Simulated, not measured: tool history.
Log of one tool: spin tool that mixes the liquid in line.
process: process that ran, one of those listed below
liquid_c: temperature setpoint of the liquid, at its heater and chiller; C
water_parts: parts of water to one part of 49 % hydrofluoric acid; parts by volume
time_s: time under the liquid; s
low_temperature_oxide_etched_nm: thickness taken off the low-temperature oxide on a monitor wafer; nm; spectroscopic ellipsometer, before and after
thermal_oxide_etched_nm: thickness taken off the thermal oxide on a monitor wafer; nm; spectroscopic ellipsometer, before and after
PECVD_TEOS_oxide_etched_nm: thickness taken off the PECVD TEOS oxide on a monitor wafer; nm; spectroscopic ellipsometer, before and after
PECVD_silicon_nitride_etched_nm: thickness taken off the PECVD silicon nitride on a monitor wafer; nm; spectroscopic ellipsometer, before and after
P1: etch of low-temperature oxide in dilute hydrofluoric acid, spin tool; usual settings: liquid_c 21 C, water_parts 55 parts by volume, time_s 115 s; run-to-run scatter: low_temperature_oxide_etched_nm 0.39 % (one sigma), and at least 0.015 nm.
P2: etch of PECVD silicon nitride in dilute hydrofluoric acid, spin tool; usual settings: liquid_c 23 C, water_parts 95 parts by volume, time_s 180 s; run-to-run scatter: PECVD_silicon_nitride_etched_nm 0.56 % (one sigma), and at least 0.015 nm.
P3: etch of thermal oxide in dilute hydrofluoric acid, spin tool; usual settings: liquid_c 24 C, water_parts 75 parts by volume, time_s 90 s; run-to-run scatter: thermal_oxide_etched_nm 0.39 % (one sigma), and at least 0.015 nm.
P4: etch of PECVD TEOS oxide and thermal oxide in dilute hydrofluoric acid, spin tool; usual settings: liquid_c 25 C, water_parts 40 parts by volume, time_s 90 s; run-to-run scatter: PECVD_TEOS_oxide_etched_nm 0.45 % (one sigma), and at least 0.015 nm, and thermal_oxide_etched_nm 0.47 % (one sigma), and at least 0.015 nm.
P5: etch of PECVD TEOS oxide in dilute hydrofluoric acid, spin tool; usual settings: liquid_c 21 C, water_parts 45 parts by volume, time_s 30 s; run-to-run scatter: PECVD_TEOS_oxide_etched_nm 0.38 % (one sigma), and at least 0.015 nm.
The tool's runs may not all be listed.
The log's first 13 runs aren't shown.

| run | hour | process | liquid_c | water_parts | time_s | hours since the thermometer was replaced | hours since the hydrofluoric acid flow meter was replaced | low_temperature_oxide_etched_nm | thermal_oxide_etched_nm | PECVD_TEOS_oxide_etched_nm | PECVD_silicon_nitride_etched_nm |
|---|---|---|---|---|---|---|---|---|---|---|---|
| 14 | 149.8 | P3 | 24 | 120 | 90 | 925.6 | 53.1 |  | 3.3372 |  |  |
| 15 | 164.7 | P1 | 21 | 55 | 195 | 940.5 | 68 | 35.298 |  |  |  |
| 16 | 176.3 | P1 | 27.5 | 55 | 115 | 952.1 | 79.6 | 27.014 |  |  |  |
| 17 | 183.9 | P3 | 32 | 75 | 90 | 959.7 | 87.2 |  | 7.6767 |  |  |
| 18 | 192 | P5 | 27 | 45 | 30 | 967.8 | 95.3 |  |  | 15.741 |  |
| 19 | 201.5 | P2 | 23 | 35 | 180 | 977.3 | 104.8 |  |  |  | 26.785 |
| 20 | 212.9 | P1 | 21 | 20 | 115 | 988.7 | 116.2 | 59.288 |  |  |  |
| 21 | 227.3 | P4 | 17.5 | 40 | 90 | 1003.1 | 130.6 |  | 8.3182 | 29.996 |  |
| 22 | 238.9 | P2 | 23 | 95 | 180 | 1014.7 | 142.2 |  |  |  | 10.155 |
| 23 | 245.8 | P1 | 21 | 55 | 115 | 1021.6 | 149.1 | 20.577 |  |  |  |
| 24 | 257.2 | P4 | 25 | 40 | 90 | 1033 | 160.5 |  | 11.484 | 41.036 |  |
| 25 | 267.2 | P3 | 24 | 75 | 90 | 1043 | 170.5 |  | 5.6384 |  |  |
| 26 | 275.7 | P4 | 25 | 40 | 165 | 1051.5 | 179 |  | 21.048 | 75.308 |  |
| 27 | 285.8 | P5 | 21 | 45 | 55 | 1061.6 | 189.1 |  |  | 22.679 |  |
| 28 | 299.2 | P2 | 17 | 95 | 180 | 1075 | 202.5 |  |  |  | 6.697 |
| 29 | 313.5 | P4 | 25 | 20 | 90 | 1089.3 | 216.8 |  | 23.461 | 84.348 |  |
| 30 | 320.5 | P2 | 23 | 95 | 90 | 1096.3 | 223.8 |  |  |  | 5.0369 |
| 31 | 334.1 | P1 | 21 | 55 | 115 | 1109.9 | 237.4 | 20.89 |  |  |  |
| 32 | 344.3 | P1 | 21 | 55 | 115 | 1120.1 | 247.6 | 20.033 |  |  |  |
| 33 | 357.9 | P1 | 21 | 55 | 115 | 1133.7 | 261.2 | 19.677 |  |  |  |

Run 34 comes next. What will it give?
| 34 | 373.8 | P1 | 21 | 55 | 115 | 1149.6 | 277.1 | ? |  |  |  |

{"run 34": {"low_temperature_oxide_etched_nm": 19.253}}
